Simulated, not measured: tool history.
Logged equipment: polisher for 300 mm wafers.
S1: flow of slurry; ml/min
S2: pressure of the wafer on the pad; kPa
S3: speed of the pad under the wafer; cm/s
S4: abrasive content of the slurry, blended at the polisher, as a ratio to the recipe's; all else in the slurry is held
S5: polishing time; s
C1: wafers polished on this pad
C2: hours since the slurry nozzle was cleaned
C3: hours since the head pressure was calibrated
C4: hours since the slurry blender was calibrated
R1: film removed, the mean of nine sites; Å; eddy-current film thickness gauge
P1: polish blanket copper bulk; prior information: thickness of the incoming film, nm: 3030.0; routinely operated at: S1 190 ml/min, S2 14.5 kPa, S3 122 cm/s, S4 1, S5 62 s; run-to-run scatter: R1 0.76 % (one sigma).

run,hour,S1,S2,S3,S4,S5,C1,C2,C3,C4,R1
1,12.5,190,14.5,122,1,62,830,110,704.7,203.7,4397
2,26.2,190,14.5,122,1,62,995,123.7,718.4,217.4,4412.2
3,39.9,190,14.5,122,0.5,62,1160,137.4,732.1,231.1,3842.1
4,48.7,190,6.9,122,1,62,1266,146.2,740.9,239.9,2073.5
5,61.7,190,14.5,78,1,88,1422,159.2,753.9,252.9,3945.7
6,80.8,190,20.7,122,1,62,1652,178.3,773,272,6363.1
7,98.5,190,14.5,122,1,62,1865,196,790.7,289.7,4461
8,114.8,190,14.5,122,1,62,2062,212.3,807,306,4433.9
9,127.7,190,14.5,188,1,62,2217,225.2,819.9,318.9,6747.8
10,139.4,190,14.5,60,1,62,2358,236.9,831.6,330.6,2152.6
11,158.2,190,14.5,122,1,90,2584,255.7,850.4,349.4,6352.4
12,172.5,190,14.5,122,1,28,2757,270,864.7,363.7,1996.5
13,186.6,190,14.5,122,1,62,2926,284.1,878.8,377.8,4392.7
14,197.9,190,14.5,122,1,62,3062,295.4,890.1,389.1,4398.5
15,211.9,190,14.5,122,1.5,62,3231,309.4,904.1,403.1,4787.1
16,228,115,14.5,122,1,62,3425,325.5,920.2,419.2,4050.6
17,237.9,135,14.5,176,1,62,3544,335.4,930.1,429.1,6007.7
# hour 243.8: head pressure recalibrated
18,253.5,190,14.5,92,1,92,3732,351,9.7,444.7,4923.2
19,262.5,190,14.5,122,1,62,3840,360,18.7,453.7,4379.7
20,274.7,265,14.5,122,1,62,3987,372.2,30.9,465.9,4602.8
21,284.7,190,14.5,122,1,62,4108,382.2,40.9,475.9,4398.3
22,293.5,190,14.5,122,1,62,4214,391,49.7,484.7,4336.4
23,309.3,190,14.5,122,1,62,4404,406.8,65.5,500.5,4218.9
# hour 325.8: slurry blender recalibrated
24,326.1,190,14.5,122,1,62,4606,423.6,82.3,0.3,4258.8
25,334.5,190,14.5,122,1,62,4707,432,90.7,8.7,4233.4
# hour 345.1: head pressure recalibrated
26,345.2,190,14.5,122,1,62,4836,442.7,0.2,19.4,4132.1
27,354,190,14.5,122,1,62,4942,451.5,9,28.2,4194.2
28,363.3,190,14.5,122,1,62,5054,460.8,18.3,37.5,4208.3
29,381.2,190,14.5,122,1,62,5270,478.7,36.2,55.4,4186

P1 has crept away from where it was. The log is fitted equally well by each of these 2 causes, at the sizes shown:
A: slurry flow missing at the pad, % = 27.1
B: removal rate lost through wear of the pad, % = 4.91
At approximately hour 284.7, the process output began to creep.
What rules out each remaining cause:
head's pressure below its setpoint, %: work on it at hour 345.1, done after the drift set in, did not restore what the process gave before
abrasive missing from the slurry, %: work on it at hour 325.8, done after the drift set in, did not restore what the process gave before

Of the 4 check runs below, each run on 5 wafers with the results averaged and each result still a question mark, which one would tell the listed causes apart?
check 1,399.1,190,14.5,122,0.8,62,,,,,?
check 2,399.1,115,14.5,180,1,62,,,,,?
check 3,399.1,190,14.5,122,1.45,62,,,,,?
check 4,399.1,190,19.3,122,1,62,,,,,?

Check results expected under each cause:
check,result,if A,if B
check 1,R1,3985.2,3985.7
check 2,R1,5484,5646.4
check 3,R1,4531.8,4532.3
check 4,R1,5570.2,5570.9
How far apart the two closest causes lie, in the result that separates them most: check 1 0.01 %; check 2 2.92 %; check 3 0.01 %; check 4 0.01 %
Only check 2 tells the causes apart: in the others they would give nearly the same result.

The results of check 2 are: R1 5481.9 Å. Based on these, which of the listed causes is it?

It is A: slurry flow missing at the pad, %.
